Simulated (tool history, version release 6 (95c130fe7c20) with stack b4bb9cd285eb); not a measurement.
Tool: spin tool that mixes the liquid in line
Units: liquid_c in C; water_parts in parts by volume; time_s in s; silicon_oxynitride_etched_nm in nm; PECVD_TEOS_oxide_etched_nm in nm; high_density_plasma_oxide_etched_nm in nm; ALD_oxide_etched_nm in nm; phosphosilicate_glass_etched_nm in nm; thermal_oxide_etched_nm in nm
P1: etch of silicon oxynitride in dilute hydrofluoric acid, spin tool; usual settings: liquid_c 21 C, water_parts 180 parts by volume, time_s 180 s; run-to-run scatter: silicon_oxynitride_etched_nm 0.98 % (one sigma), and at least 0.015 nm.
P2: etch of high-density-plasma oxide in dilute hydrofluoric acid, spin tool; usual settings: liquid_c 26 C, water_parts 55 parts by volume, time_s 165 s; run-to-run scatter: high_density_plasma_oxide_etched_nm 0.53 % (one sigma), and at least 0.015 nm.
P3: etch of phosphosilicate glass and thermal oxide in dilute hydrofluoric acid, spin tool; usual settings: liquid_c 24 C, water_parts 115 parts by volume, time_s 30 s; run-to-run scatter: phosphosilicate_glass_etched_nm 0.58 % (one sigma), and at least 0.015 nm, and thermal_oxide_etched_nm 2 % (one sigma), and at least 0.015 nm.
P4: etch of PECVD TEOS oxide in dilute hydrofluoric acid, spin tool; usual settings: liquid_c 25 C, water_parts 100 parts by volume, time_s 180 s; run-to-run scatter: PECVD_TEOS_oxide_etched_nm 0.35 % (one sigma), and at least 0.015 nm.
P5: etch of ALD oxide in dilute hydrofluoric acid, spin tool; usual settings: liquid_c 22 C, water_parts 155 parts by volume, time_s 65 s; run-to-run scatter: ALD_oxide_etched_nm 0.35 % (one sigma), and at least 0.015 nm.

run	day	process	liquid_c	water_parts	time_s	hours since the thermometer was replaced	hours since the hydrofluoric acid flow meter was replaced	silicon_oxynitride_etched_nm	PECVD_TEOS_oxide_etched_nm	high_density_plasma_oxide_etched_nm	ALD_oxide_etched_nm	phosphosilicate_glass_etched_nm	thermal_oxide_etched_nm
1	0.275	P1	21	180	180	1274.1	1289.7	2.2744					
2	0.617	P1	21	180	355	1282.3	1297.9	4.4214					
3	0.788	P4	17.5	100	180	1286.4	1302		12.504				
4	0.942	P2	19.5	55	165	1290.1	1305.7			13.839			
5	1.104	P1	21	285	180	1294	1309.6	1.3237					
6	1.408	P1	25.5	245	180	1301.3	1316.9	1.946					
7	1.717	P2	26	55	165	1308.7	1324.3			17.951			
8	2.033	P1	21	180	180	1316.3	1331.9	2.2174					
9	2.288	P2	26	55	265	1322.4	1338			28.749			
10	2.488	P1	21	180	180	1327.2	1342.8	2.229					
11	2.671	P4	25	100	180	1331.6	1347.2		17.083				
12	2.879	P5	30	155	65	1336.6	1352.2				12.439		
13	3.117	P1	27	275	180	1342.3	1357.9	1.7973					
14	3.288	P3	24	115	60	1346.4	1362					95.625	2.3943
15	3.496	P3	24	40	30	1351.4	1367					149.91	3.6997
16	3.758	P1	17	180	180	1357.7	1373.3	1.908					
17	4.008	P5	22	155	15	1363.7	1379.3				2.137		
18	4.212	P4	25	20	180	1368.6	1384.2		94.741				
19	4.367	P1	17	260	180	1372.3	1387.9	1.2491					
20	4.712	P5	22	260	65	1380.6	1396.2				4.9648		
21	4.992	P1	21	180	180	1387.3	1402.9	2.2817					
22	5.171	P2	26	90	165	1391.6	1407.2			10.519			
23	5.354	P5	22	155	65	1396	1411.6				9.2907		
24	5.521	P1	21	180	65	1400	1415.6	0.83715					
25	5.825	P5	22	155	65	1407.3	1422.9				9.1736		
26	6.058	P1	21	180	180	1412.9	1428.5	2.2294					
27	6.279	P4	25	100	80	1418.2	1433.8		7.506				
28	6.467	P1	21	110	180	1422.7	1438.3	3.8568					
# day 6.688: hydrofluoric acid flow meter replaced
29	6.7	P1	21	180	180	1428.3	0.4	2.2866					
30	7.008	P1	26.5	180	180	1435.7	7.8	2.9223					
31	7.292	P3	17	115	30	1442.5	14.6					36.385	0.89437
32	7.546	P3	24	115	30	1448.6	20.7					48.013	1.1557
33	7.821	P2	26	55	165	1455.2	27.3			17.832			
34	8.079	P1	21	180	180	1461.4	33.5	2.2428					
35	8.275	P1	21	180	180	1466.1	38.2	2.3191					
36	8.562	P1	21	180	180	1473	45.1	2.3719					
37	8.875	P1	21	180	180	1480.5	52.6	2.42					
38	9.067	P1	21	180	180	1485.1	57.2	2.4568					
39	9.312	P1	21	180	180	1491	63.1	2.4428					
40	9.592	P1	21	180	180	1497.7	69.8	2.4859					
41	9.929	P1	21	180	180	1505.8	77.9	2.5354					
42	10.229	P1	21	180	180	1513	85.1	2.5					
43	10.525	P1	21	180	180	1520.1	92.2	2.4959					
44	10.733	P1	21	180	180	1525.1	97.2	2.5368					

What P1 gives has crept away from where it was. These 2 causes fit the log equally well, each at the size given:
A: hydrofluoric acid flow above the setpoint (%) = 10.1
B: liquid hotter than its thermometer reads (K) = 2.34
The creep began at about day 8.079.

4 check runs are offered, each on 2 wafers whose results are averaged, their results left as question marks. Which one tells the causes apart?
check 1	10.942	P4	22	20	180				?				
check 2	10.942	P2	21	55	165					?			
check 3	10.942	P5	29.5	155	15						?		
check 4	10.942	P3	17	60	30							?	?

What each check would give under each cause:
check	result	if A	if B
check 1	PECVD_TEOS_oxide_etched_nm	92.04	92.138
check 2	high_density_plasma_oxide_etched_nm	16.193	16.11
check 3	ALD_oxide_etched_nm	3.1683	3.07
check 4	phosphosilicate_glass_etched_nm	80.824	80.658
check 4	thermal_oxide_etched_nm	2.0092	2.005
How far apart the two closest causes lie, in the result that separates them most: check 1 0.11 %; check 2 0.52 %; check 3 3.15 %; check 4 0.21 %
Only check 3 tells the causes apart: in the others they would give nearly the same result.

Then check 3 was run and gave: ALD_oxide_etched_nm 3.1837 nm. Which cause is it?

It is A: hydrofluoric acid flow above the setpoint (%).
